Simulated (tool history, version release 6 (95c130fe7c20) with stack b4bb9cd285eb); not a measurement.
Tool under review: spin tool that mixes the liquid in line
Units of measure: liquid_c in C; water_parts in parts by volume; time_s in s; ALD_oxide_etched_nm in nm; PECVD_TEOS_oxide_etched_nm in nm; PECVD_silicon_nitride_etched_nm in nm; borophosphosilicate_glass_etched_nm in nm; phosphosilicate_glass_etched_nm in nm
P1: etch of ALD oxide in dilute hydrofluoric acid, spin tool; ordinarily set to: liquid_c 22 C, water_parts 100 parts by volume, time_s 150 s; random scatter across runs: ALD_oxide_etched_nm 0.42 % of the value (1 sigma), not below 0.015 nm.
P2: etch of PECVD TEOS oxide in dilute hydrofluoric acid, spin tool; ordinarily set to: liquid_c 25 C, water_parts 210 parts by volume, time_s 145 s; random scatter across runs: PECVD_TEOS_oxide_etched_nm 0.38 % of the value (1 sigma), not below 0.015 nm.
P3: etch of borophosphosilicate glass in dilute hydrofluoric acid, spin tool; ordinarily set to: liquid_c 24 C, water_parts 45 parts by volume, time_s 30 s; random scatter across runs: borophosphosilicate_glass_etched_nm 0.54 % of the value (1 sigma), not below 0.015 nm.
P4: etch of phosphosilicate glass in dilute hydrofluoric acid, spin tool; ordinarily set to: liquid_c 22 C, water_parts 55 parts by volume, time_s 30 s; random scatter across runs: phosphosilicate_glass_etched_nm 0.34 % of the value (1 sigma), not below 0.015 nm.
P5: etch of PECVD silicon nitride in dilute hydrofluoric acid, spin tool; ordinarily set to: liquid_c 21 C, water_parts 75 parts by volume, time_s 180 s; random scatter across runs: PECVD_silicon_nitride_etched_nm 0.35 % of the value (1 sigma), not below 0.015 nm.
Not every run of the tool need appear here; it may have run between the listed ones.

| run | hour | process | liquid_c | water_parts | time_s | hours since the thermometer was replaced | hours since the hydrofluoric acid flow meter was replaced | ALD_oxide_etched_nm | PECVD_TEOS_oxide_etched_nm | PECVD_silicon_nitride_etched_nm | borophosphosilicate_glass_etched_nm | phosphosilicate_glass_etched_nm |
|---|---|---|---|---|---|---|---|---|---|---|---|---|
| 1 | 8.4 | P1 | 22 | 100 | 150 | 247.5 | 119.6 | 18.85 |  |  |  |  |
| 2 | 14.2 | P1 | 22 | 25 | 150 | 253.3 | 125.4 | 83.197 |  |  |  |  |
| 3 | 23.5 | P2 | 25 | 210 | 145 | 262.6 | 134.7 |  | 5.3441 |  |  |  |
| 4 | 30.7 | P1 | 22 | 100 | 150 | 269.8 | 141.9 | 18.885 |  |  |  |  |
| 5 | 36.4 | P5 | 21 | 75 | 180 | 275.5 | 147.6 |  |  | 7.67 |  |  |
| 6 | 45.5 | P5 | 21 | 75 | 355 | 284.6 | 156.7 |  |  | 15.174 |  |  |
| 7 | 53.9 | P3 | 24 | 65 | 30 | 293 | 165.1 |  |  |  | 18.239 |  |
| 8 | 62.4 | P4 | 22 | 35 | 30 | 301.5 | 173.6 |  |  |  |  | 50.661 |
| 9 | 71.8 | P3 | 24 | 45 | 30 | 310.9 | 183 |  |  |  | 26.976 |  |
| 10 | 79.9 | P2 | 31.5 | 210 | 145 | 319 | 191.1 |  | 6.6873 |  |  |  |
| 11 | 91.1 | P1 | 22 | 100 | 150 | 330.2 | 202.3 | 19.014 |  |  |  |  |
| 12 | 103.1 | P5 | 17 | 75 | 180 | 342.2 | 214.3 |  |  | 5.8326 |  |  |
| 13 | 111.8 | P1 | 22 | 100 | 150 | 350.9 | 223 | 18.857 |  |  |  |  |
| 14 | 118.4 | P3 | 24 | 45 | 30 | 357.5 | 229.6 |  |  |  | 27.167 |  |
| 15 | 124.5 | P1 | 22 | 145 | 150 | 363.6 | 235.7 | 12.406 |  |  |  |  |
| 16 | 136.1 | P1 | 29 | 100 | 150 | 375.2 | 247.3 | 24.736 |  |  |  |  |
| 17 | 147.8 | P2 | 25 | 210 | 15 | 386.9 | 259 |  | 0.52795 |  |  |  |
| 18 | 155.4 | P1 | 17 | 100 | 75 | 394.5 | 266.6 | 7.6888 |  |  |  |  |
| 19 | 162.5 | P4 | 22 | 55 | 30 | 401.6 | 273.7 |  |  |  |  | 31.309 |
| 20 | 170.2 | P2 | 25 | 80 | 145 | 409.3 | 281.4 |  | 16.251 |  |  |  |
| 21 | 179.3 | P5 | 21 | 75 | 180 | 418.4 | 290.5 |  |  | 7.6754 |  |  |
| 22 | 185 | P4 | 22 | 55 | 15 | 424.1 | 296.2 |  |  |  |  | 15.641 |
| 23 | 196.7 | P1 | 22 | 100 | 245 | 435.8 | 307.9 | 30.774 |  |  |  |  |
| 24 | 207.3 | P1 | 22 | 100 | 150 | 446.4 | 318.5 | 18.887 |  |  |  |  |
| 25 | 216 | P3 | 17 | 45 | 30 | 455.1 | 327.2 |  |  |  | 20.278 |  |
| 26 | 226.9 | P5 | 21 | 20 | 180 | 466 | 338.1 |  |  | 27.549 |  |  |
| 27 | 234.4 | P1 | 22 | 100 | 15 | 473.5 | 345.6 | 1.8895 |  |  |  |  |
| 28 | 239.6 | P3 | 24 | 45 | 15 | 478.7 | 350.8 |  |  |  | 13.603 |  |
| 29 | 244.9 | P4 | 30 | 55 | 30 | 484 | 356.1 |  |  |  |  | 43.325 |
| 30 | 253.7 | P1 | 17.5 | 100 | 150 | 492.8 | 364.9 | 15.792 |  |  |  |  |
| 31 | 263.5 | P1 | 22 | 100 | 150 | 502.6 | 374.7 | 18.744 |  |  |  |  |
| 32 | 274.7 | P1 | 22 | 100 | 150 | 513.8 | 385.9 | 19.444 |  |  |  |  |
| 33 | 284 | P1 | 22 | 100 | 150 | 523.1 | 395.2 | 19.665 |  |  |  |  |
| 34 | 292.2 | P1 | 22 | 100 | 150 | 531.3 | 403.4 | 19.801 |  |  |  |  |
| 35 | 298.4 | P1 | 22 | 100 | 150 | 537.5 | 409.6 | 19.897 |  |  |  |  |
| 36 | 306 | P1 | 22 | 100 | 150 | 545.1 | 417.2 | 19.974 |  |  |  |  |
| 37 | 312.8 | P1 | 22 | 100 | 150 | 551.9 | 424 | 19.825 |  |  |  |  |
| 38 | 320.6 | P1 | 22 | 100 | 150 | 559.7 | 431.8 | 19.976 |  |  |  |  |
| 39 | 330.8 | P1 | 22 | 100 | 150 | 569.9 | 442 | 20.021 |  |  |  |  |
| 40 | 341.6 | P1 | 22 | 100 | 150 | 580.7 | 452.8 | 20.062 |  |  |  |  |
| 41 | 349.5 | P1 | 22 | 100 | 150 | 588.6 | 460.7 | 20.097 |  |  |  |  |

What P1 gives has crept away from where it was. These 2 causes fit the log equally well, each at the size given:
A: hydrofluoric acid flow above the setpoint (%) = 5.58
B: liquid hotter than its thermometer reads (K) = 1.52
At approximately hour 263.5, the process output began to creep.

Consider the 4 single-wafer check runs listed below, results given as question marks: which one distinguishes between the causes by giving clearly different results for each?
| check 1 | 357.4 | P3 | 17.5 | 45 | 15 |  |  |  |  |  | ? |  |
| check 2 | 357.4 | P5 | 21 | 20 | 335 |  |  |  |  | ? |  |  |
| check 3 | 357.4 | P2 | 25 | 95 | 145 |  |  |  | ? |  |  |  |
| check 4 | 357.4 | P4 | 28.5 | 55 | 30 |  |  |  |  |  |  | ? |

How each check would come out, cause by cause:
| check | result | if A | if B |
|---|---|---|---|
| check 1 | borophosphosilicate_glass_etched_nm | 10.924 | 11.019 |
| check 2 | PECVD_silicon_nitride_etched_nm | 53.931 | 56.933 |
| check 3 | PECVD_TEOS_oxide_etched_nm | 14.27 | 14.253 |
| check 4 | phosphosilicate_glass_etched_nm | 43.357 | 43.404 |
How far apart the two closest causes lie, in the result that separates them most: check 1 0.86 %; check 2 5.42 %; check 3 0.12 %; check 4 0.11 %
Only check 2 tells the causes apart: in the others they would give nearly the same result.

Check 2 was carried out, with these results: PECVD_silicon_nitride_etched_nm 53.829 nm. Which of the listed causes is responsible?

Of the candidate causes, it is A: hydrofluoric acid flow above the setpoint (%).
